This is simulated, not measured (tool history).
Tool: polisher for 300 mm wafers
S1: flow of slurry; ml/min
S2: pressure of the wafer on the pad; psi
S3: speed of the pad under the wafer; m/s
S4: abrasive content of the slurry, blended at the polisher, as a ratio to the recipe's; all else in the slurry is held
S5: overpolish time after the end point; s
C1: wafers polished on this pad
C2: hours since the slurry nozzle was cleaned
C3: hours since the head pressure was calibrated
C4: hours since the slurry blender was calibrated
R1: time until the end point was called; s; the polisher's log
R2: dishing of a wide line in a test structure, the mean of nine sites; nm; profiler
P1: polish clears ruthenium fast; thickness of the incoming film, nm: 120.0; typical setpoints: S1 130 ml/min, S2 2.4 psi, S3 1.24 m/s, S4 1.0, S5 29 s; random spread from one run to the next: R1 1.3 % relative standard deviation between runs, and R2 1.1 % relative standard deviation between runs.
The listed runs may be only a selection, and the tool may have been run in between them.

Run 1, day 0.429: S1 130 ml/min, S2 2.4 psi, S3 1.24 m/s, S4 1.0, S5 29 s; C1 958; C2 421.6; C3 398.0; C4 90.6. Result: R1 28.422 s, R2 75.723 nm.
Run 2, day 0.808: S1 205 ml/min, S2 2.4 psi, S3 1.24 m/s, S4 1.0, S5 29 s; C1 1067; C2 430.7; C3 407.1; C4 99.7. Result: R1 27.174 s, R2 79.772 nm.
Run 3, day 1.112: S1 130 ml/min, S2 2.4 psi, S3 1.24 m/s, S4 1.0, S5 9 s; C1 1155; C2 438.0; C3 414.4; C4 107.0. Result: R1 28.690 s, R2 31.603 nm.
Run 4, day 1.475: S1 130 ml/min, S2 2.4 psi, S3 1.24 m/s, S4 1.0, S5 29 s; C1 1259; C2 446.7; C3 423.1; C4 115.7. Result: R1 28.597 s, R2 76.672 nm.
Run 5, day 1.854: S1 130 ml/min, S2 2.4 psi, S3 1.24 m/s, S4 1.0, S5 29 s; C1 1368; C2 455.8; C3 432.2; C4 124.8. Result: R1 28.699 s, R2 76.128 nm.
Run 6, day 2.200: S1 130 ml/min, S2 2.4 psi, S3 1.90 m/s, S4 1.0, S5 29 s; C1 1468; C2 464.1; C3 440.5; C4 133.1. Result: R1 18.520 s, R2 96.648 nm.
Run 7, day 2.562: S1 130 ml/min, S2 2.4 psi, S3 1.92 m/s, S4 1.0, S5 52 s; C1 1572; C2 472.8; C3 449.2; C4 141.8. Result: R1 18.100 s, R2 117.940 nm.
Run 8, day 2.992: S1 130 ml/min, S2 2.4 psi, S3 1.24 m/s, S4 0.5, S5 29 s; C1 1695; C2 483.1; C3 459.5; C4 152.1. Result: R1 40.852 s, R2 59.340 nm.
Run 9, day 3.396: S1 130 ml/min, S2 2.4 psi, S3 1.24 m/s, S4 1.0, S5 29 s; C1 1811; C2 492.8; C3 469.2; C4 161.8. Result: R1 28.609 s, R2 76.433 nm.
Run 10, day 3.746: S1 80 ml/min, S2 2.4 psi, S3 1.24 m/s, S4 1.0, S5 29 s; C1 1912; C2 501.2; C3 477.6; C4 170.2. Result: R1 32.113 s, R2 70.205 nm.
Run 11, day 3.975: S1 130 ml/min, S2 2.4 psi, S3 1.24 m/s, S4 1.0, S5 29 s; C1 1978; C2 506.7; C3 483.1; C4 175.7. Result: R1 28.848 s, R2 75.738 nm.
Run 12, day 4.321: S1 130 ml/min, S2 2.4 psi, S3 0.70 m/s, S4 1.0, S5 29 s; C1 2077; C2 515.0; C3 491.4; C4 184.0. Result: R1 51.935 s, R2 51.275 nm.
Run 13, day 4.842: S1 130 ml/min, S2 2.4 psi, S3 1.24 m/s, S4 1.4, S5 29 s; C1 2227; C2 527.5; C3 503.9; C4 196.5. Result: R1 24.696 s, R2 82.452 nm.
At day 4.879: head pressure recalibrated.
Run 14, day 5.275: S1 130 ml/min, S2 2.4 psi, S3 1.24 m/s, S4 1.0, S5 57 s; C1 2352; C2 537.9; C3 9.6; C4 206.9. Result: R1 29.037 s, R2 104.510 nm.
Run 15, day 5.792: S1 130 ml/min, S2 1.3 psi, S3 1.24 m/s, S4 1.0, S5 29 s; C1 2500; C2 550.3; C3 22.0; C4 219.3. Result: R1 52.898 s, R2 49.806 nm.
At day 5.967: slurry blender recalibrated.
Run 16, day 6.042: S1 130 ml/min, S2 3.6 psi, S3 1.24 m/s, S4 1.0, S5 29 s; C1 2572; C2 556.3; C3 28.0; C4 1.8. Result: R1 18.861 s, R2 94.413 nm.
Run 17, day 6.512: S1 130 ml/min, S2 2.4 psi, S3 1.24 m/s, S4 1.0, S5 29 s; C1 2708; C2 567.6; C3 39.3; C4 13.1. Result: R1 27.914 s, R2 76.247 nm.
Run 18, day 6.775: S1 130 ml/min, S2 2.4 psi, S3 1.24 m/s, S4 1.0, S5 29 s; C1 2783; C2 573.9; C3 45.6; C4 19.4. Result: R1 28.330 s, R2 77.468 nm.
Run 19, day 7.292: S1 130 ml/min, S2 2.4 psi, S3 1.24 m/s, S4 1.0, S5 29 s; C1 2932; C2 586.3; C3 58.0; C4 31.8. Result: R1 29.667 s, R2 75.538 nm.
Run 20, day 7.712: S1 130 ml/min, S2 2.4 psi, S3 1.24 m/s, S4 1.0, S5 29 s; C1 3053; C2 596.4; C3 68.1; C4 41.9. Result: R1 30.817 s, R2 73.358 nm.
Run 21, day 8.129: S1 130 ml/min, S2 2.4 psi, S3 1.24 m/s, S4 1.0, S5 29 s; C1 3173; C2 606.4; C3 78.1; C4 51.9. Result: R1 30.196 s, R2 71.595 nm.
At day 8.133: head pressure recalibrated.
Run 22, day 8.471: S1 130 ml/min, S2 2.4 psi, S3 1.24 m/s, S4 1.0, S5 29 s; C1 3271; C2 614.6; C3 8.1; C4 60.1. Result: R1 31.459 s, R2 71.133 nm.
At day 8.883: worn pad replaced by a new one.
Run 23, day 8.883: S1 130 ml/min, S2 2.4 psi, S3 1.24 m/s, S4 1.0, S5 29 s; C1 0; C2 624.5; C3 18.0; C4 70.0. Result: R1 31.219 s, R2 72.945 nm.
Run 24, day 9.108: S1 130 ml/min, S2 2.4 psi, S3 1.24 m/s, S4 1.0, S5 29 s; C1 64; C2 629.9; C3 23.4; C4 75.4. Result: R1 31.250 s, R2 72.160 nm.
Run 25, day 9.338: S1 130 ml/min, S2 2.4 psi, S3 1.24 m/s, S4 1.0, S5 29 s; C1 130; C2 635.4; C3 28.9; C4 80.9. Result: R1 31.713 s, R2 72.526 nm.
Run 26, day 9.767: S1 130 ml/min, S2 2.4 psi, S3 1.24 m/s, S4 1.0, S5 29 s; C1 254; C2 645.7; C3 39.2; C4 91.2. Result: R1 31.391 s, R2 69.602 nm.
Run 27, day 10.171: S1 130 ml/min, S2 2.4 psi, S3 1.24 m/s, S4 1.0, S5 29 s; C1 370; C2 655.4; C3 48.9; C4 100.9. Result: R1 31.542 s, R2 71.418 nm.

Something has made what P1 gives creep away from where it was; the 2 causes below, each at its own stated size, fit the log equally well:
A: abrasive missing from the slurry, % = 18.5
B: slurry flow missing at the pad, % = 33.8
The onset of the drift is placed at about day 6.775.
Why every other cause is out:
removal rate lost through wear of the pad, %: maintenance at day 8.883, after the shift began, did not return the process to its former output
head's pressure below its setpoint, %: maintenance at day 8.133, after the shift began, did not return the process to its former output

4 check runs are offered, each on 2 wafers whose results are averaged, their results left as question marks. Which one tells the causes apart?
Run check 1, day 10.575: S1 130 ml/min, S2 1.7 psi, S3 1.24 m/s, S4 1.3, S5 29 s. Result: R1 ?, R2 ?.
Run check 2, day 10.575: S1 130 ml/min, S2 3.5 psi, S3 1.24 m/s, S4 1.0, S5 56 s. Result: R1 ?, R2 ?.
Run check 3, day 10.575: S1 80 ml/min, S2 2.4 psi, S3 1.24 m/s, S4 1.3, S5 29 s. Result: R1 ?, R2 ?.
Run check 4, day 10.575: S1 130 ml/min, S2 3.5 psi, S3 1.24 m/s, S4 0.7, S5 29 s. Result: R1 ?, R2 ?.

Predicted outcomes, by check and by cause:
  check  result     if A     if B
check 1      R1   39.486   40.007
check 1      R2   61.680   61.113
check 2      R1   21.712   21.709
check 2      R2  114.600  114.610
check 3      R1   31.517   33.586
check 3      R2   71.779   68.875
check 4      R1   26.417   25.938
check 4      R2   79.972   80.825
Smallest distance between any two causes, each pair judged by its most separating result, in per cent: check 1 1.31 %; check 2 0.01 %; check 3 6.36 %; check 4 1.83 %
Of the check runs offered, only check 3 discriminates between the causes; the rest would read about the same regardless of which cause applies.

Here is what check 3 returned: R1 33.713 s; R2 68.258 nm. Which cause is it?

It was cause B: slurry flow missing at the pad, %.
